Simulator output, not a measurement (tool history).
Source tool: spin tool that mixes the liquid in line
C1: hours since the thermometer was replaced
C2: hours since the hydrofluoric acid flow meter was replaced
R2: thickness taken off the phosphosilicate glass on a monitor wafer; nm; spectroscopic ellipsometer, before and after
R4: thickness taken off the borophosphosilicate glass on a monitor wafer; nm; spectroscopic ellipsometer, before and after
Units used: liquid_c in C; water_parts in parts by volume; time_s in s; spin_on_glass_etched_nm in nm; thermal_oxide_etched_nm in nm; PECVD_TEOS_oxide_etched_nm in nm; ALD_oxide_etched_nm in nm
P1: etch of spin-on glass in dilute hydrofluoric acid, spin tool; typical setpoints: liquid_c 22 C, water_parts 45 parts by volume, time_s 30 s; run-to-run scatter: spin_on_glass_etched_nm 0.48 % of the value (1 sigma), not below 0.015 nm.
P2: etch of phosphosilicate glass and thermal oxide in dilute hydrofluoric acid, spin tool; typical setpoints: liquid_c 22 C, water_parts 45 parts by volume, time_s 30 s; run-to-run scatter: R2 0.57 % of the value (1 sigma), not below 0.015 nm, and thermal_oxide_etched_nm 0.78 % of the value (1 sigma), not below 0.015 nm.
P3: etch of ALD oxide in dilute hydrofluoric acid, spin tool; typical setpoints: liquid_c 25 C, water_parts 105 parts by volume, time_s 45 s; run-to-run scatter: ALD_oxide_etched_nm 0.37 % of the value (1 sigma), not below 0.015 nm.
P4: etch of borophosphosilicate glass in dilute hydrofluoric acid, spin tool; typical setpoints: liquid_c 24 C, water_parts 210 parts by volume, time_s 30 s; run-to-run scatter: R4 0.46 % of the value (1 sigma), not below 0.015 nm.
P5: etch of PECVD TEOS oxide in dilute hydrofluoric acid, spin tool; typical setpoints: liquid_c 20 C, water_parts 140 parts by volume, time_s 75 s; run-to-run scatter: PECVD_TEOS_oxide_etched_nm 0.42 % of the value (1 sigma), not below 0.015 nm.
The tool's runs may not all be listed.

Run 1, hour 11.7: process P1, liquid_c 22 C, water_parts 45 parts by volume, time_s 30 s; C1 485.9; C2 1338.5. Result: spin_on_glass_etched_nm 19.447 nm.
Run 2, hour 26: process P1, liquid_c 22 C, water_parts 25 parts by volume, time_s 30 s; C1 500.2; C2 1352.8. Result: spin_on_glass_etched_nm 36.261 nm.
Run 3, hour 34.5: process P1, liquid_c 22 C, water_parts 45 parts by volume, time_s 30 s; C1 508.7; C2 1361.3. Result: spin_on_glass_etched_nm 19.704 nm.
Run 4, hour 44.4: process P1, liquid_c 22 C, water_parts 65 parts by volume, time_s 55 s; C1 518.6; C2 1371.2. Result: spin_on_glass_etched_nm 24.293 nm.
Run 5, hour 61.3: process P2, liquid_c 22 C, water_parts 75 parts by volume, time_s 30 s; C1 535.5; C2 1388.1. Result: R2 45.807 nm, thermal_oxide_etched_nm 1.6495 nm.
Run 6, hour 78.1: process P1, liquid_c 22 C, water_parts 45 parts by volume, time_s 30 s; C1 552.3; C2 1404.9. Result: spin_on_glass_etched_nm 19.772 nm.
Run 7, hour 93.8: process P1, liquid_c 22 C, water_parts 25 parts by volume, time_s 50 s; C1 568; C2 1420.6. Result: spin_on_glass_etched_nm 60.028 nm.
Run 8, hour 105.9: process P4, liquid_c 24 C, water_parts 210 parts by volume, time_s 30 s; C1 580.1; C2 1432.7. Result: R4 6.2417 nm.
Run 9, hour 114.9: process P2, liquid_c 22 C, water_parts 45 parts by volume, time_s 15 s; C1 589.1; C2 1441.7. Result: R2 39.87 nm, thermal_oxide_etched_nm 1.4148 nm.
Run 10, hour 128.5: process P4, liquid_c 24 C, water_parts 375 parts by volume, time_s 30 s; C1 602.7; C2 1455.3. Result: R4 2.9909 nm.
Run 11, hour 142.1: process P2, liquid_c 22 C, water_parts 45 parts by volume, time_s 30 s; C1 616.3; C2 1468.9. Result: R2 79.345 nm, thermal_oxide_etched_nm 2.8598 nm.
Run 12, hour 153: process P1, liquid_c 22 C, water_parts 65 parts by volume, time_s 30 s; C1 627.2; C2 1479.8. Result: spin_on_glass_etched_nm 13.322 nm.
Run 13, hour 171.6: process P1, liquid_c 22 C, water_parts 45 parts by volume, time_s 30 s; C1 645.8; C2 1498.4. Result: spin_on_glass_etched_nm 19.581 nm.
Run 14, hour 180: process P2, liquid_c 17 C, water_parts 45 parts by volume, time_s 30 s; C1 654.2; C2 1506.8. Result: R2 64.74 nm, thermal_oxide_etched_nm 2.3065 nm.
Run 15, hour 195.5: process P4, liquid_c 18.5 C, water_parts 210 parts by volume, time_s 30 s; C1 669.7; C2 1522.3. Result: R4 5.1672 nm.
Run 16, hour 207.4: process P1, liquid_c 28 C, water_parts 45 parts by volume, time_s 30 s; C1 681.6; C2 1534.2. Result: spin_on_glass_etched_nm 25.144 nm.
Run 17, hour 217.4: process P5, liquid_c 17 C, water_parts 140 parts by volume, time_s 75 s; C1 691.6; C2 1544.2. Result: PECVD_TEOS_oxide_etched_nm 5.982 nm.
Run 18, hour 235.9: process P4, liquid_c 24 C, water_parts 210 parts by volume, time_s 55 s; C1 710.1; C2 1562.7. Result: R4 11.513 nm.
Run 19, hour 250.1: process P1, liquid_c 17 C, water_parts 45 parts by volume, time_s 30 s; C1 724.3; C2 1576.9. Result: spin_on_glass_etched_nm 15.781 nm.
Run 20, hour 261.2: process P1, liquid_c 22 C, water_parts 45 parts by volume, time_s 15 s; C1 735.4; C2 1588. Result: spin_on_glass_etched_nm 9.777 nm.
Run 21, hour 274.3: process P3, liquid_c 25 C, water_parts 105 parts by volume, time_s 45 s; C1 748.5; C2 1601.1. Result: ALD_oxide_etched_nm 7.6498 nm.
Run 22, hour 285.1: process P5, liquid_c 20 C, water_parts 140 parts by volume, time_s 150 s; C1 759.3; C2 1611.9. Result: PECVD_TEOS_oxide_etched_nm 13.44 nm.
Run 23, hour 295.5: process P3, liquid_c 25 C, water_parts 105 parts by volume, time_s 25 s; C1 769.7; C2 1622.3. Result: ALD_oxide_etched_nm 4.212 nm.
Run 24, hour 314: process P3, liquid_c 20.5 C, water_parts 105 parts by volume, time_s 45 s; C1 788.2; C2 1640.8. Result: ALD_oxide_etched_nm 6.3664 nm.
Run 25, hour 325.5: process P1, liquid_c 22 C, water_parts 45 parts by volume, time_s 55 s; C1 799.7; C2 1652.3. Result: spin_on_glass_etched_nm 36.012 nm.
Run 26, hour 335.2: process P4, liquid_c 24 C, water_parts 210 parts by volume, time_s 30 s; C1 809.4; C2 1662. Result: R4 6.3165 nm.
Run 27, hour 344: process P1, liquid_c 22 C, water_parts 45 parts by volume, time_s 30 s; C1 818.2; C2 1670.8. Result: spin_on_glass_etched_nm 19.822 nm.
Run 28, hour 358.1: process P1, liquid_c 29.5 C, water_parts 45 parts by volume, time_s 15 s; C1 832.3; C2 1684.9. Result: spin_on_glass_etched_nm 13.393 nm.
Run 29, hour 374.9: process P5, liquid_c 20 C, water_parts 140 parts by volume, time_s 75 s; C1 849.1; C2 1701.7. Result: PECVD_TEOS_oxide_etched_nm 6.689 nm.
Run 30, hour 389.2: process P5, liquid_c 20 C, water_parts 30 parts by volume, time_s 75 s; C1 863.4; C2 1716. Result: PECVD_TEOS_oxide_etched_nm 35.679 nm.
Run 31, hour 406.5: process P3, liquid_c 25 C, water_parts 70 parts by volume, time_s 45 s; C1 880.7; C2 1733.3. Result: ALD_oxide_etched_nm 11.986 nm.
Run 32, hour 417.9: process P1, liquid_c 22 C, water_parts 45 parts by volume, time_s 30 s; C1 892.1; C2 1744.7. Result: spin_on_glass_etched_nm 19.517 nm.
Run 33, hour 428.8: process P1, liquid_c 22 C, water_parts 45 parts by volume, time_s 30 s; C1 903; C2 1755.6. Result: spin_on_glass_etched_nm 19.141 nm.
Run 34, hour 440.4: process P1, liquid_c 22 C, water_parts 45 parts by volume, time_s 30 s; C1 914.6; C2 1767.2. Result: spin_on_glass_etched_nm 18.742 nm.
Run 35, hour 451.9: process P1, liquid_c 22 C, water_parts 45 parts by volume, time_s 30 s; C1 926.1; C2 1778.7. Result: spin_on_glass_etched_nm 18.557 nm.
Run 36, hour 460.6: process P1, liquid_c 22 C, water_parts 45 parts by volume, time_s 30 s; C1 934.8; C2 1787.4. Result: spin_on_glass_etched_nm 18.371 nm.
Run 37, hour 470.1: process P1, liquid_c 22 C, water_parts 45 parts by volume, time_s 30 s; C1 944.3; C2 1796.9. Result: spin_on_glass_etched_nm 18.263 nm.
Run 38, hour 483.4: process P1, liquid_c 22 C, water_parts 45 parts by volume, time_s 30 s; C1 957.6; C2 1810.2. Result: spin_on_glass_etched_nm 18.324 nm.
Run 39, hour 497.4: process P1, liquid_c 22 C, water_parts 45 parts by volume, time_s 30 s; C1 971.6; C2 1824.2. Result: spin_on_glass_etched_nm 18.292 nm.

P1 has crept away from where it was. The log is fitted equally well by each of these 2 causes, at the sizes shown:
A: hydrofluoric acid flow below the setpoint (%) = 6.61
B: liquid colder than its thermometer reads (K) = 1.72
The process output started creeping at around hour 417.9.

4 check runs are offered, each on 3 wafers whose results are averaged, their results left as question marks. Which one tells the causes apart?
Run check 1, hour 511.4: process P3, liquid_c 21 C, water_parts 105 parts by volume, time_s 45 s. Result: ALD_oxide_etched_nm ?.
Run check 2, hour 511.4: process P2, liquid_c 22 C, water_parts 70 parts by volume, time_s 15 s. Result: R2 ?, thermal_oxide_etched_nm ?.
Run check 3, hour 511.4: process P4, liquid_c 24 C, water_parts 375 parts by volume, time_s 30 s. Result: R4 ?.
Run check 4, hour 511.4: process P5, liquid_c 20 C, water_parts 45 parts by volume, time_s 145 s. Result: PECVD_TEOS_oxide_etched_nm ?.

What every check run would give for each of its results, assuming each possible cause in turn:
  check                      result     if A     if B
check 1         ALD_oxide_etched_nm    6.011   6.0497
check 2                          R2   22.911    22.98
check 2     thermal_oxide_etched_nm  0.82803  0.83052
check 3                          R4   2.7272   2.8227
check 4  PECVD_TEOS_oxide_etched_nm   41.837   41.776
Per-check spread between the two closest causes, in the result where they differ most: check 1 0.64 %; check 2 0.3 %; check 3 3.44 %; check 4 0.15 %
The causes can be told apart only by check 3. The other checks would give nearly the same results under each of them.

Running check 3 produced the following: R4 2.8156 nm. Which one of the listed causes fits?

Of the candidate causes, it is B: liquid colder than its thermometer reads (K).

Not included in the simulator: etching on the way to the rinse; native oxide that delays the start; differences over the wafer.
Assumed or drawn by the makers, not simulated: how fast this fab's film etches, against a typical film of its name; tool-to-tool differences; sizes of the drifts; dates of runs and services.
